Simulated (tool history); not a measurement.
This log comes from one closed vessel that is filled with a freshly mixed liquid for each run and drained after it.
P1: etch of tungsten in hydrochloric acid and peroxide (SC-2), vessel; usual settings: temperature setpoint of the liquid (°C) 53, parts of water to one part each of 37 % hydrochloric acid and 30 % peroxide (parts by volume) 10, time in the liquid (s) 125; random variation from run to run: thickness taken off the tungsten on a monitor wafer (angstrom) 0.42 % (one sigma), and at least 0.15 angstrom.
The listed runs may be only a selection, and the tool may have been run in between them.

run,day,temperature setpoint of the liquid (°C),parts of water to one part each of 37 % hydrochloric acid and 30 % peroxide (parts by volume),time in the liquid (s),thickness taken off the tungsten on a monitor wafer (angstrom)
1,0.354,53,10,125,410.73
2,0.742,53,10,30,99.225
3,1.212,53,10,125,415.86
4,1.717,53,17.5,125,256.32
5,2.167,53,10,125,415.38
6,2.654,69,10,125,1132.6
7,2.992,53,4,235,1556
8,3.379,53,4,125,823.19
9,3.629,53,13.5,30,76.884
10,4.046,53,10,125,413.57
11,4.562,53,10,250,827.21
12,5.021,37,10,125,137.77
13,5.396,53,10,125,413.19
14,5.908,53,10,125,428.19
15,6.25,53,10,125,434.54
16,6.621,53,10,125,440.55
17,6.892,53,10,125,442.41
18,7.154,53,10,125,444.71
19,7.642,53,10,125,446.72
20,8.138,53,10,125,450.53
21,8.662,53,10,125,449.84

For run 22, what comes out?
22,9.062,53,10,125,?

Run 22 produced thickness taken off the tungsten on a monitor wafer (angstrom) 448.65.
